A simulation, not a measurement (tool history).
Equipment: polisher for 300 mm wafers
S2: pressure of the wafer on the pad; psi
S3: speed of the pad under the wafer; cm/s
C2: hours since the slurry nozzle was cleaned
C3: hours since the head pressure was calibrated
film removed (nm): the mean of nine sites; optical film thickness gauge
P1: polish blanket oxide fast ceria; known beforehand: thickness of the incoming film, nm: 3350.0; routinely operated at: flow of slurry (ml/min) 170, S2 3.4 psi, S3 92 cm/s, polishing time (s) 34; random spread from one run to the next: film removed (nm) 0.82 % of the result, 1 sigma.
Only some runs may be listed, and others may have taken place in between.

Run 1, day 0.242: flow of slurry (ml/min) 170, S2 3.4 psi, S3 92 cm/s, polishing time (s) 34; wafers polished on this pad 734; C2 206.8; C3 708.3. Result: film removed (nm) 520.57.
Run 2, day 0.429: flow of slurry (ml/min) 170, S2 3.4 psi, S3 58 cm/s, polishing time (s) 34; wafers polished on this pad 797; C2 211.3; C3 712.8. Result: film removed (nm) 327.98.
Run 3, day 0.646: flow of slurry (ml/min) 170, S2 3.4 psi, S3 62 cm/s, polishing time (s) 18; wafers polished on this pad 869; C2 216.5; C3 718. Result: film removed (nm) 186.3.
Run 4, day 0.796: flow of slurry (ml/min) 170, S2 3.4 psi, S3 92 cm/s, polishing time (s) 34; wafers polished on this pad 919; C2 220.1; C3 721.6. Result: film removed (nm) 524.02.
Run 5, day 0.954: flow of slurry (ml/min) 100, S2 2 psi, S3 92 cm/s, polishing time (s) 34; wafers polished on this pad 972; C2 223.9; C3 725.4. Result: film removed (nm) 272.69.
Run 6, day 1.225: flow of slurry (ml/min) 170, S2 3.4 psi, S3 138 cm/s, polishing time (s) 34; wafers polished on this pad 1062; C2 230.4; C3 731.9. Result: film removed (nm) 770.17.
Run 7, day 1.392: flow of slurry (ml/min) 235, S2 3.4 psi, S3 92 cm/s, polishing time (s) 34; wafers polished on this pad 1118; C2 234.4; C3 735.9. Result: film removed (nm) 539.95.
Run 8, day 1.554: flow of slurry (ml/min) 170, S2 3.4 psi, S3 92 cm/s, polishing time (s) 15; wafers polished on this pad 1172; C2 238.3; C3 739.8. Result: film removed (nm) 232.2.
Run 9, day 1.717: flow of slurry (ml/min) 170, S2 3.4 psi, S3 92 cm/s, polishing time (s) 34; wafers polished on this pad 1227; C2 242.2; C3 743.7. Result: film removed (nm) 518.97.
Run 10, day 1.9: flow of slurry (ml/min) 170, S2 3.4 psi, S3 92 cm/s, polishing time (s) 34; wafers polished on this pad 1288; C2 246.6; C3 748.1. Result: film removed (nm) 519.76.
Run 11, day 2.171: flow of slurry (ml/min) 170, S2 3.4 psi, S3 92 cm/s, polishing time (s) 34; wafers polished on this pad 1379; C2 253.1; C3 754.6. Result: film removed (nm) 521.91.
Run 12, day 2.396: flow of slurry (ml/min) 170, S2 4.8 psi, S3 92 cm/s, polishing time (s) 34; wafers polished on this pad 1454; C2 258.5; C3 760. Result: film removed (nm) 734.4.
Run 13, day 2.562: flow of slurry (ml/min) 170, S2 1.5 psi, S3 92 cm/s, polishing time (s) 34; wafers polished on this pad 1509; C2 262.5; C3 764. Result: film removed (nm) 229.44.
Run 14, day 2.746: flow of slurry (ml/min) 170, S2 3.4 psi, S3 92 cm/s, polishing time (s) 46; wafers polished on this pad 1571; C2 266.9; C3 768.4. Result: film removed (nm) 703.72.
Run 15, day 2.975: flow of slurry (ml/min) 100, S2 3.4 psi, S3 92 cm/s, polishing time (s) 34; wafers polished on this pad 1647; C2 272.4; C3 773.9. Result: film removed (nm) 465.98.
Run 16, day 3.146: flow of slurry (ml/min) 170, S2 3.4 psi, S3 92 cm/s, polishing time (s) 34; wafers polished on this pad 1704; C2 276.5; C3 778. Result: film removed (nm) 514.05.
Run 17, day 3.308: flow of slurry (ml/min) 170, S2 3.4 psi, S3 92 cm/s, polishing time (s) 34; wafers polished on this pad 1759; C2 280.4; C3 781.9. Result: film removed (nm) 528.09.
Run 18, day 3.446: flow of slurry (ml/min) 170, S2 3.4 psi, S3 92 cm/s, polishing time (s) 34; wafers polished on this pad 1805; C2 283.7; C3 785.2. Result: film removed (nm) 513.35.
Run 19, day 3.592: flow of slurry (ml/min) 170, S2 3.4 psi, S3 92 cm/s, polishing time (s) 34; wafers polished on this pad 1853; C2 287.2; C3 788.7. Result: film removed (nm) 508.21.
Run 20, day 3.783: flow of slurry (ml/min) 170, S2 3.4 psi, S3 92 cm/s, polishing time (s) 34; wafers polished on this pad 1917; C2 291.8; C3 793.3. Result: film removed (nm) 502.69.
Run 21, day 4.025: flow of slurry (ml/min) 170, S2 3.4 psi, S3 92 cm/s, polishing time (s) 34; wafers polished on this pad 1998; C2 297.6; C3 799.1. Result: film removed (nm) 490.89.
At day 4.096: worn pad replaced by a new one.
Run 22, day 4.271: flow of slurry (ml/min) 170, S2 3.4 psi, S3 92 cm/s, polishing time (s) 34; wafers polished on this pad 58; C2 303.5; C3 805. Result: film removed (nm) 492.21.
Run 23, day 4.438: flow of slurry (ml/min) 170, S2 3.4 psi, S3 92 cm/s, polishing time (s) 34; wafers polished on this pad 114; C2 307.5; C3 809. Result: film removed (nm) 484.67.
Run 24, day 4.596: flow of slurry (ml/min) 170, S2 3.4 psi, S3 92 cm/s, polishing time (s) 34; wafers polished on this pad 167; C2 311.3; C3 812.8. Result: film removed (nm) 486.11.
Run 25, day 4.754: flow of slurry (ml/min) 170, S2 3.4 psi, S3 92 cm/s, polishing time (s) 34; wafers polished on this pad 220; C2 315.1; C3 816.6. Result: film removed (nm) 485.64.
Run 26, day 5.025: flow of slurry (ml/min) 170, S2 3.4 psi, S3 92 cm/s, polishing time (s) 34; wafers polished on this pad 310; C2 321.6; C3 823.1. Result: film removed (nm) 486.27.
Run 27, day 5.288: flow of slurry (ml/min) 170, S2 3.4 psi, S3 92 cm/s, polishing time (s) 34; wafers polished on this pad 398; C2 327.9; C3 829.4. Result: film removed (nm) 481.7.

The output of P1 has drifted from where it used to be. Each of the 2 causes below, taken at the size shown beside it, accounts for the log equally well:
A: head's pressure below its setpoint, % = 7.62
B: slurry flow missing at the pad, % = 34.2
Onset of the creep was near day 3.308.
Excluded causes, each with its reason:
removal rate lost through wear of the pad, %: its service at day 4.096 followed the start of the drift and did not put the process back to its old value

Each of the check runs listed below is run on 2 wafers and reports their average, with the results left as question marks. Pick the one under which the possible causes would lead to clearly different results.
Run check 1, day 5.55: flow of slurry (ml/min) 170, S2 1.7 psi, S3 92 cm/s, polishing time (s) 17. Result: film removed (nm) ?.
Run check 2, day 5.55: flow of slurry (ml/min) 170, S2 1.9 psi, S3 128 cm/s, polishing time (s) 34. Result: film removed (nm) ?.
Run check 3, day 5.55: flow of slurry (ml/min) 100, S2 3.4 psi, S3 130 cm/s, polishing time (s) 34. Result: film removed (nm) ?.
Run check 4, day 5.55: flow of slurry (ml/min) 170, S2 2 psi, S3 92 cm/s, polishing time (s) 18. Result: film removed (nm) ?.

How each check would come out, cause by cause:
  check             result    if A    if B
check 1  film removed (nm)  119.95  119.94
check 2  film removed (nm)  373.03     373
check 3  film removed (nm)  609.66  581.34
check 4  film removed (nm)  149.42   149.4
Per check, the gap between the least separated pair of causes, taken in the result that splits them most: check 1 0.01 %; check 2 0.01 %; check 3 4.76 %; check 4 0.01 %
Check 3 is the one run that separates the causes; every other check would come out nearly the same whichever cause is at work.

Check 3 was then run and gave: film removed (nm) 578.79. Which cause is it?

It was cause B: slurry flow missing at the pad, %.
